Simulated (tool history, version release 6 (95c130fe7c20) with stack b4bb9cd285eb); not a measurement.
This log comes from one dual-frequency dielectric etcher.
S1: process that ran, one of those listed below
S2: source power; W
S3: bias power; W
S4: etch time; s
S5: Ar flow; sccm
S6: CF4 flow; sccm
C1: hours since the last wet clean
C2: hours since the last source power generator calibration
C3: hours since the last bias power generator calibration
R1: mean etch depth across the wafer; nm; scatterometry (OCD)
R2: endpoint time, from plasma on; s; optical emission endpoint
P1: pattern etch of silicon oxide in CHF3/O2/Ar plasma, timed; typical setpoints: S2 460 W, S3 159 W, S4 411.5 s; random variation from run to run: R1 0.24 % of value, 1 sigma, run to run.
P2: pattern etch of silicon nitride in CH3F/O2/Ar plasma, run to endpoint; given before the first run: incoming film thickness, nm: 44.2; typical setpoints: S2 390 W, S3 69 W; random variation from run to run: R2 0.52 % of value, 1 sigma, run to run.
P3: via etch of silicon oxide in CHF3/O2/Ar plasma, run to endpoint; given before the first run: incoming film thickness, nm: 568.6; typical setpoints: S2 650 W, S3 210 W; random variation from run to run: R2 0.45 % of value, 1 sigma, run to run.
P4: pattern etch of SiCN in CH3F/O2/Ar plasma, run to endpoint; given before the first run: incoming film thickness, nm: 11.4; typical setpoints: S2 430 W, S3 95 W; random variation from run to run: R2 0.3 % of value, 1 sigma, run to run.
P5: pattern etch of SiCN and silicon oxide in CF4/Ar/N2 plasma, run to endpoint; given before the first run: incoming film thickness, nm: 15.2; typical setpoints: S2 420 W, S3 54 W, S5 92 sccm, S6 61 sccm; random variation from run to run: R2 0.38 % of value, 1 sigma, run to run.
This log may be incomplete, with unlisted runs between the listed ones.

run,hour,S1,S2,S3,S4,S5,S6,C1,C2,C3,R1,R2
1,7.6,P1,460,159,411.5,,,167.8,1420.2,3032.4,703.88,
2,14.5,P1,460,159,411.5,,,174.7,1427.1,3039.3,698.82,
3,20.1,P5,560,54,,92,61,180.3,1432.7,3044.9,,16.384
4,30.4,P1,320,159,577.5,,,190.6,1443,3055.2,857.73,
5,37,P1,600,159,511,,,197.2,1449.6,3061.8,966.41,
6,47,P5,420,54,,92,85,207.2,1459.6,3071.8,,20.017
7,52.6,P2,510,69,,,,212.8,1465.2,3077.4,,61.667
8,61.1,P4,430,95,,,,221.3,1473.7,3085.9,,27.222
9,71.1,P3,650,210,,,,231.3,1483.7,3095.9,,263.79
10,81.3,P5,420,54,,112,61,241.5,1493.9,3106.1,,21.961
11,91.9,P5,420,54,,92,61,252.1,1504.5,3116.7,,21.158
12,98,P1,460,159,523.5,,,258.2,1510.6,3122.8,887.59,
13,108.3,P2,390,69,,,,268.5,1520.9,3133.1,,67.817
14,115.9,P1,460,219,411.5,,,276.1,1528.5,3140.7,784.51,
15,121.9,P3,870,210,,,,282.1,1534.5,3146.7,,235.54
16,129,P5,420,32,,92,61,289.2,1541.6,3153.8,,24.769
17,136.9,P3,650,148,,,,297.1,1549.5,3161.7,,293.06
18,145,P1,460,159,411.5,,,305.2,1557.6,3169.8,701.13,
19,151.7,P4,610,95,,,,311.9,1564.3,3176.5,,23.97
20,158.4,P1,460,159,271.5,,,318.6,1571,3183.2,463.73,
21,170.2,P1,460,106,411.5,,,330.4,1582.8,3195,617.85,
22,177,P3,650,210,,,,337.2,1589.6,3201.8,,265.38
23,189.1,P1,460,159,411.5,,,349.3,1601.7,3213.9,702.5,
24,197.9,P2,390,41,,,,358.1,1610.5,3222.7,,80.114
25,207.2,P1,330,159,411.5,,,367.4,1619.8,3232,618.1,
26,215.8,P1,600,159,411.5,,,376,1628.4,3240.6,775.71,
27,225.8,P1,460,159,411.5,,,386,1638.4,3250.6,703.03,

Forecast run 28:
28,235.8,P2,390,69,,,,396,1648.4,3260.6,,?

Run 28 yielded R2 67.889 s.

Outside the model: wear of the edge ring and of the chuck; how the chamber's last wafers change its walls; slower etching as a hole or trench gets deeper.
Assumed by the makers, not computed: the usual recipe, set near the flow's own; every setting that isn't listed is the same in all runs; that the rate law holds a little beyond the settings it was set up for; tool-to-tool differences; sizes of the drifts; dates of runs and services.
